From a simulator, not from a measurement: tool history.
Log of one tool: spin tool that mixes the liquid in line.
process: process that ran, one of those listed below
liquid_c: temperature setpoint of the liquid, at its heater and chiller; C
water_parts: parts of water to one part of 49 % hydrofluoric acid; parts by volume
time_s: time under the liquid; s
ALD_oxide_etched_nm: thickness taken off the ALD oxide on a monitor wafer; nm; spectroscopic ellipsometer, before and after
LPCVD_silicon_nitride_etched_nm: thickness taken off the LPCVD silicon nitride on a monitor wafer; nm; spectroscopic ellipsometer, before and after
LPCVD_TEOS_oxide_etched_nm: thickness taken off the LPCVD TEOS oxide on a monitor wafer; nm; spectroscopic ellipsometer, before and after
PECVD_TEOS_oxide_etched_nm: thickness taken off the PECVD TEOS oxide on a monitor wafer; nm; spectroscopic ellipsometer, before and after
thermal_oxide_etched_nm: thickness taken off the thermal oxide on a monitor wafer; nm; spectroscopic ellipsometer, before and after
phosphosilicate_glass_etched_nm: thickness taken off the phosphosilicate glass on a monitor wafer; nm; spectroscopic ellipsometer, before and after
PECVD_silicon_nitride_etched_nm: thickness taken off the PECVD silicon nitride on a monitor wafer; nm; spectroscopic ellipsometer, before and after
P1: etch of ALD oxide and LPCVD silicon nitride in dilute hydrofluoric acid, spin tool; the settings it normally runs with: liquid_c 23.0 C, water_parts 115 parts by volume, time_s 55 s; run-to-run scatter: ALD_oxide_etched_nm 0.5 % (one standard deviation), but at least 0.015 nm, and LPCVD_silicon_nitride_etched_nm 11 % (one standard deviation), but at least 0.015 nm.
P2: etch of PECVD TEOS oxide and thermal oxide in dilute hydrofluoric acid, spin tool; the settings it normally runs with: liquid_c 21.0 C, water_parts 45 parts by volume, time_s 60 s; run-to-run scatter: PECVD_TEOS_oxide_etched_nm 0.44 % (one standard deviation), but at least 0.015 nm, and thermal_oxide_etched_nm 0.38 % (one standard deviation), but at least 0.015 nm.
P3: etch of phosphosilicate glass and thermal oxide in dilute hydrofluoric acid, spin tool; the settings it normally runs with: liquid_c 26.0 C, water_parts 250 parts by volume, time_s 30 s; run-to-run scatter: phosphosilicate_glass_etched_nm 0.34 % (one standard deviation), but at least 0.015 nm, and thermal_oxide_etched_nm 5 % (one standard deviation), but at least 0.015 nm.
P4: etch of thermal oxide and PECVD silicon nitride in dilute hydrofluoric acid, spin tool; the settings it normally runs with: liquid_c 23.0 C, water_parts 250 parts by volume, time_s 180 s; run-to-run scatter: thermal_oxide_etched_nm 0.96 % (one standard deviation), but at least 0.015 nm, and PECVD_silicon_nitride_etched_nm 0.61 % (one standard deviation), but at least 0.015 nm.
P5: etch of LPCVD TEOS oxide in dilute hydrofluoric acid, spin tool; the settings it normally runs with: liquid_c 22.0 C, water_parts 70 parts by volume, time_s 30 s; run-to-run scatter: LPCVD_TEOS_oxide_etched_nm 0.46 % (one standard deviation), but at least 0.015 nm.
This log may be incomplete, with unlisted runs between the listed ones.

| run | hour | process | liquid_c | water_parts | time_s | ALD_oxide_etched_nm | LPCVD_silicon_nitride_etched_nm | LPCVD_TEOS_oxide_etched_nm | PECVD_TEOS_oxide_etched_nm | thermal_oxide_etched_nm | phosphosilicate_glass_etched_nm | PECVD_silicon_nitride_etched_nm |
|---|---|---|---|---|---|---|---|---|---|---|---|---|
| 1 | 9.1 | P1 | 23.0 | 115 | 55 | 10.9610 | 0.211650 |  |  |  |  |  |
| 2 | 17.6 | P1 | 23.0 | 115 | 55 | 11.1530 | 0.210250 |  |  |  |  |  |
| 3 | 26.1 | P5 | 22.0 | 70 | 30 |  |  | 22.394 |  |  |  |  |
| 4 | 37.2 | P1 | 23.0 | 55 | 55 | 24.9010 | 0.517080 |  |  |  |  |  |
| 5 | 47.3 | P2 | 21.0 | 45 | 60 |  |  |  | 12.417 | 5.84440 |  |  |
| 6 | 55.5 | P1 | 19.0 | 115 | 55 | 9.3264 | 0.143820 |  |  |  |  |  |
| 7 | 64.0 | P3 | 26.0 | 105 | 30 |  |  |  |  | 1.39740 | 33.6360 |  |
| 8 | 71.2 | P2 | 21.0 | 20 | 60 |  |  |  | 28.727 | 13.49000 |  |  |
| 9 | 80.1 | P3 | 26.0 | 250 | 30 |  |  |  |  | 0.51019 | 11.8870 |  |
| 10 | 85.7 | P1 | 23.0 | 115 | 55 | 10.9340 | 0.216160 |  |  |  |  |  |
| 11 | 94.8 | P1 | 29.5 | 60 | 55 | 29.1470 | 0.791770 |  |  |  |  |  |
| 12 | 104.8 | P2 | 21.0 | 45 | 60 |  |  |  | 12.492 | 5.76370 |  |  |
| 13 | 110.2 | P4 | 23.0 | 50 | 180 |  |  |  |  | 17.75000 |  | 16.9830 |
| 14 | 120.6 | P4 | 23.0 | 250 | 180 |  |  |  |  | 2.77140 |  | 3.4471 |
| 15 | 126.1 | P1 | 23.0 | 115 | 100 | 19.9960 | 0.359530 |  |  |  |  |  |
| 16 | 136.9 | P1 | 23.0 | 115 | 30 | 6.0308 | 0.098485 |  |  |  |  |  |
| 17 | 142.0 | P5 | 22.0 | 105 | 30 |  |  | 14.478 |  |  |  |  |
|  | 144.8 | hydrofluoric acid flow meter replaced |
| 18 | 152.4 | P5 | 22.0 | 70 | 60 |  |  | 45.313 |  |  |  |  |
| 19 | 160.0 | P1 | 23.0 | 115 | 55 | 11.0120 | 0.205050 |  |  |  |  |  |
| 20 | 170.4 | P3 | 26.0 | 250 | 30 |  |  |  |  | 0.50398 | 11.8820 |  |
| 21 | 177.9 | P1 | 23.0 | 190 | 55 | 6.1086 | 0.175730 |  |  |  |  |  |
| 22 | 188.2 | P1 | 31.0 | 45 | 55 | 42.4430 | 0.952890 |  |  |  |  |  |
| 23 | 197.6 | P4 | 23.0 | 250 | 265 |  |  |  |  | 4.20560 |  | 5.1705 |
| 24 | 207.7 | P5 | 30.0 | 70 | 30 |  |  | 31.098 |  |  |  |  |
| 25 | 216.6 | P4 | 17.0 | 250 | 180 |  |  |  |  | 2.26990 |  | 2.3702 |

Estimate the outcome of run 26 from the log above:
| 26 | 225.5 | P3 | 26.0 | 250 | 15 |  |  |  |  | ? | ? |  |

{"run 26": {"thermal_oxide_etched_nm": 0.25834, "phosphosilicate_glass_etched_nm": 5.9429}}
